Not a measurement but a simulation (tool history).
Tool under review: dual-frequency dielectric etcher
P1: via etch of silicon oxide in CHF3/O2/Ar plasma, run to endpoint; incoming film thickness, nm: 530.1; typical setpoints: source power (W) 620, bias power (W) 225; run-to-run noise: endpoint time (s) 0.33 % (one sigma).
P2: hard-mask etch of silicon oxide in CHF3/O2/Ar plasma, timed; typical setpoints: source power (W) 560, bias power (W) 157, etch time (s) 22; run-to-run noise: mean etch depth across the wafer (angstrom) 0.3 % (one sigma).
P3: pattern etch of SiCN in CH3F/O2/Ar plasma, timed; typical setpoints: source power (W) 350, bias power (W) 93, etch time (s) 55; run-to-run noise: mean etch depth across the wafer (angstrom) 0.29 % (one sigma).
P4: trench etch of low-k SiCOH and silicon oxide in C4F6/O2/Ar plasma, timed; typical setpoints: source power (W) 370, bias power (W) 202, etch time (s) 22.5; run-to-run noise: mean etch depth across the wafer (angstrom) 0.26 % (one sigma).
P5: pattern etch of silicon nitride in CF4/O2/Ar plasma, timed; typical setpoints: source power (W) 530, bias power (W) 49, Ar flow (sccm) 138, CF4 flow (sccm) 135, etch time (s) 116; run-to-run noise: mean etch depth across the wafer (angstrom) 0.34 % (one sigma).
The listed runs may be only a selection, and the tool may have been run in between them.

run	hour	process that ran	source power (W)	bias power (W)	etch time (s)	Ar flow (sccm)	CF4 flow (sccm)	hours since the last wet clean	hours since the last source power generator calibration	hours since the last bias power generator calibration	endpoint time (s)	mean etch depth across the wafer (angstrom)
1	3	P1	620	225				288.6	2090.2	867.7	247.24	
2	8.3	P1	810	307				293.9	2095.5	873	200.22	
3	11.5	P3	350	93	55			297.1	2098.7	876.2		218.47
4	14.4	P1	840	225				300	2101.6	879.1	220.71	
5	17.6	P2	330	157	22			303.2	2104.8	882.3		329.83
6	20.7	P1	620	149				306.3	2107.9	885.4	284.22	
7	23.6	P4	370	202	22.5			309.2	2110.8	888.3		713.05
8	26.2	P4	470	202	22.5			311.8	2113.4	890.9		779.71
9	30.3	P1	620	225				315.9	2117.5	895	246.37	
10	34.6	P1	620	225				320.2	2121.8	899.3	246.76	
11	37.8	P3	350	93	67			323.4	2125	902.5		266.49
12	43.8	P5	530	49	116	138	135	329.4	2131	908.5		2308.5
13	49	P5	530	49	116	138	106	334.6	2136.2	913.7		2215.4
14	54.2	P5	530	49	116	138	135	339.8	2141.4	918.9		2298.9
15	59.8	P2	560	157	22			345.4	2147	924.5		403.6
16	65.1	P2	560	157	12			350.7	2152.3	929.8		220.45
17	69.4	P2	560	210	22			355	2156.6	934.1		445.67
18	75	P1	620	269				360.6	2162.2	939.7	233.57	
19	78	P1	440	159				363.6	2165.2	942.7	317.64	
# hour 78.3: bias power generator calibrated
20	82.3	P3	440	93	55			367.9	2169.5	4.1		235.94
21	85.3	P5	530	49	72	138	135	370.9	2172.5	7.1		1428.8
22	88.9	P4	370	202	29.5			374.5	2176.1	10.7		933.5
23	93.5	P4	370	267	22.5			379.1	2180.7	15.3		782.54
24	99.4	P1	620	225				385	2186.6	21.2	247.69	
25	104.7	P5	530	29	116	138	135	390.3	2191.9	26.5		1921.2
26	109.9	P2	560	157	22			395.5	2197.1	31.7		405.01
27	114	P5	530	49	116	193	135	399.6	2201.2	35.8		2198.9
28	118.8	P4	370	202	22.5			404.4	2206	40.6		711.51
29	122.3	P1	620	225				407.9	2209.5	44.1	247.42	

The next listed run, before its measurement:
30	126.7	P1	620	225				412.3	2213.9	48.5	?	

endpoint time (s): 245.53
